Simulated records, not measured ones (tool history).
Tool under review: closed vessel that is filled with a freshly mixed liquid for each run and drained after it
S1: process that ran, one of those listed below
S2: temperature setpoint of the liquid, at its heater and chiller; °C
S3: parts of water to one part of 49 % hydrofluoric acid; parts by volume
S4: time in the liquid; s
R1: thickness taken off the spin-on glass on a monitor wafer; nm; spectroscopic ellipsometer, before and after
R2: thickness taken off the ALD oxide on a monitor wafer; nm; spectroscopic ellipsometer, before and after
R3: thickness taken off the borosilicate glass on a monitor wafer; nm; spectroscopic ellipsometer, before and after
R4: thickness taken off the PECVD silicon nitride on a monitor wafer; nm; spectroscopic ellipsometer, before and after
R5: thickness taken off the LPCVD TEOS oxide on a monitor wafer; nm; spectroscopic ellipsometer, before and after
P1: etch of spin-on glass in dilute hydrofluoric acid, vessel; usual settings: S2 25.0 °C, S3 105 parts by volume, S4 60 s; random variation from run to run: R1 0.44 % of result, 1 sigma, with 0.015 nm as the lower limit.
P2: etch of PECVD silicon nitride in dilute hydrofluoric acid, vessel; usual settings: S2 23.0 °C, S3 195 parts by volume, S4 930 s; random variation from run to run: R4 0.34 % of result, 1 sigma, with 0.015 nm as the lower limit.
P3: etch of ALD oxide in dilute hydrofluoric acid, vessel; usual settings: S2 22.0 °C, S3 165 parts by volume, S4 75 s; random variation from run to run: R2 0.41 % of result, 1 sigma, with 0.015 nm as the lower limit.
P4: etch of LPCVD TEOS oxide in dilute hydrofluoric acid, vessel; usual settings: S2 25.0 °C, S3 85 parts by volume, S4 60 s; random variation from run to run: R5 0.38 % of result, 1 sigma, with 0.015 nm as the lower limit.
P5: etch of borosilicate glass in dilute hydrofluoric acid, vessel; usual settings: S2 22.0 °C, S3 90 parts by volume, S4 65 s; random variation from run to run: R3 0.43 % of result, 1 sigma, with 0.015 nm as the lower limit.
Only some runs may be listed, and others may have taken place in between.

run   hour  S1    S2   S3    S4       R1      R2      R3      R4       R5
  1    4.9  P1  25.0  105    60   24.490
  2   12.0  P3  22.0  165    30           2.6551
  3   21.2  P1  25.0  105    30   12.242
  4   27.4  P5  22.0   90    65                   28.177
  5   33.7  P1  19.0  105    30    9.657
  6   43.0  P2  23.0  195   930                           10.197
  7   52.5  P1  20.0  105    60   20.267
  8   61.9  P1  25.0  105   110   45.097
  9   67.4  P3  22.0  165    75           6.6815
 10   72.6  P1  25.0  105    60   24.600
 11   77.1  P3  17.0  165    75           5.4851
 12   82.9  P1  32.5  105    30   16.318
 13   87.7  P1  25.0  105    60   24.642
 14   97.7  P4  25.0   85    30                                    13.723
 15  102.7  P5  26.0   90    65                   33.154
 16  111.1  P1  25.0  190    60   12.306
 17  120.4  P1  30.5   30    60  118.350
 18  130.6  P4  25.0   25    60                                   102.010
 19  136.5  P1  25.0  105    60   24.630
 20  143.6  P4  25.0   85    60                                    27.819
 21  151.5  P2  23.0  195  1780                           19.452
 22  160.1  P1  25.0  105    60   24.770
 23  167.5  P2  31.0  195   930                           16.695
 24  173.6  P5  22.0   90    30                   13.101
 25  180.9  P1  29.0  105    60   28.583
 26  190.5  P2  23.0  195   930                           10.114
 27  197.0  P2  23.0  315   930                            6.347

What will run 28 give?
 28  206.6  P4  20.0  85  60                   ?

Run 28 came out at R5 22.688 nm.
